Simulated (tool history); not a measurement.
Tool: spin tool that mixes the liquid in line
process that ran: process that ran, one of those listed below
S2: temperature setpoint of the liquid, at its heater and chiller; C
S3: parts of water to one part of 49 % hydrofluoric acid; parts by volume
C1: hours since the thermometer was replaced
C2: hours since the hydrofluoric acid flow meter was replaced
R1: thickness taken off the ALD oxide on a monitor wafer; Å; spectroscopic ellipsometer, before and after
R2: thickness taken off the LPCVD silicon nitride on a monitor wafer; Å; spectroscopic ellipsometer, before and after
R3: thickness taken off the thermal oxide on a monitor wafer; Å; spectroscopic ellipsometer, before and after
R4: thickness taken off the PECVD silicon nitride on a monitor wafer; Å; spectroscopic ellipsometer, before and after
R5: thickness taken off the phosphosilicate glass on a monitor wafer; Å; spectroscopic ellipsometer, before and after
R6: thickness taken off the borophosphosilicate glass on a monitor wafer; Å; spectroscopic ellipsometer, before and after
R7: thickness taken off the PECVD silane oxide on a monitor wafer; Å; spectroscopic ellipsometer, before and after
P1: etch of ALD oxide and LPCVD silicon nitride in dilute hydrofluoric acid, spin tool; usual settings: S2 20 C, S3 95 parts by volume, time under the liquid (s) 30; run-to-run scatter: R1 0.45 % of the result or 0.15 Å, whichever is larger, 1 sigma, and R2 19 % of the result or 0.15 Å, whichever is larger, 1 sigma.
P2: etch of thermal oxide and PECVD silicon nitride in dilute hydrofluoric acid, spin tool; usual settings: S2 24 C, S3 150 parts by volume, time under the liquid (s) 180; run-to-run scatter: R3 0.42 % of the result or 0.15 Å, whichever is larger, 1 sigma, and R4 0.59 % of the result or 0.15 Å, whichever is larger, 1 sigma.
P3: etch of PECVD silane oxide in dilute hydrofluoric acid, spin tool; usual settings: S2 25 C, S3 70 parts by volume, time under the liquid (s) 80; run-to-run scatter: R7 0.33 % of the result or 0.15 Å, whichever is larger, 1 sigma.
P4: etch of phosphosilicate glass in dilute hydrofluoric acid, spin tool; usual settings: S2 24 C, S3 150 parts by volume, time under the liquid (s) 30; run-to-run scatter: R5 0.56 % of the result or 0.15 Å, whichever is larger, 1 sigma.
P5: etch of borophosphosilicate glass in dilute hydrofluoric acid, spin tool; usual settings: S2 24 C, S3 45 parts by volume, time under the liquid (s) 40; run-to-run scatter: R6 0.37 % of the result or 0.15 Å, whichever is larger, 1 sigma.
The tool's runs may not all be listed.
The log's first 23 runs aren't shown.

Run 24, hour 311.6: process that ran P1, S2 20 C, S3 95 parts by volume, time under the liquid (s) 30; C1 438.8; C2 1302.6. Result: R1 91.153 Å, R2 1.5855 Å.
Run 25, hour 327: process that ran P1, S2 20 C, S3 135 parts by volume, time under the liquid (s) 30; C1 454.2; C2 1318. Result: R1 60.634 Å, R2 0.88898 Å.
Run 26, hour 343.7: process that ran P5, S2 24 C, S3 45 parts by volume, time under the liquid (s) 40; C1 470.9; C2 1334.7. Result: R6 316.56 Å.
Run 27, hour 356.4: process that ran P1, S2 24.5 C, S3 165 parts by volume, time under the liquid (s) 30; C1 483.6; C2 1347.4. Result: R1 57.196 Å, R2 1.4979 Å.
Run 28, hour 370.8: process that ran P3, S2 25 C, S3 70 parts by volume, time under the liquid (s) 140; C1 498; C2 1361.8. Result: R7 489.73 Å.
Run 29, hour 382.8: process that ran P2, S2 24 C, S3 75 parts by volume, time under the liquid (s) 180; C1 510; C2 1373.8. Result: R3 118.3 Å, R4 90.849 Å.
Run 30, hour 397: process that ran P5, S2 31.5 C, S3 45 parts by volume, time under the liquid (s) 40; C1 524.2; C2 1388. Result: R6 428.05 Å.
Run 31, hour 414: process that ran P3, S2 17.5 C, S3 70 parts by volume, time under the liquid (s) 80; C1 541.2; C2 1405. Result: R7 205.2 Å.
Run 32, hour 427.1: process that ran P1, S2 20 C, S3 95 parts by volume, time under the liquid (s) 30; C1 554.3; C2 1418.1. Result: R1 91.349 Å, R2 1.6053 Å.
Run 33, hour 437.9: process that ran P1, S2 20 C, S3 95 parts by volume, time under the liquid (s) 30; C1 565.1; C2 1428.9. Result: R1 92.535 Å, R2 1.0234 Å.
Run 34, hour 445.5: process that ran P1, S2 20 C, S3 95 parts by volume, time under the liquid (s) 30; C1 572.7; C2 1436.5. Result: R1 93.374 Å, R2 1.0049 Å.
Run 35, hour 459: process that ran P1, S2 20 C, S3 95 parts by volume, time under the liquid (s) 30; C1 586.2; C2 1450. Result: R1 94.666 Å, R2 1.3677 Å.
Run 36, hour 476.2: process that ran P1, S2 20 C, S3 95 parts by volume, time under the liquid (s) 30; C1 603.4; C2 1467.2. Result: R1 95.904 Å, R2 1.3552 Å.

The next listed run, before its measurement:
Run 37, hour 490.8: process that ran P1, S2 20 C, S3 95 parts by volume, time under the liquid (s) 30; C1 618; C2 1481.8. Result: R1 ?, R2 ?.

{"run 37": {"R1": 95.768, "R2": 1.1651}}

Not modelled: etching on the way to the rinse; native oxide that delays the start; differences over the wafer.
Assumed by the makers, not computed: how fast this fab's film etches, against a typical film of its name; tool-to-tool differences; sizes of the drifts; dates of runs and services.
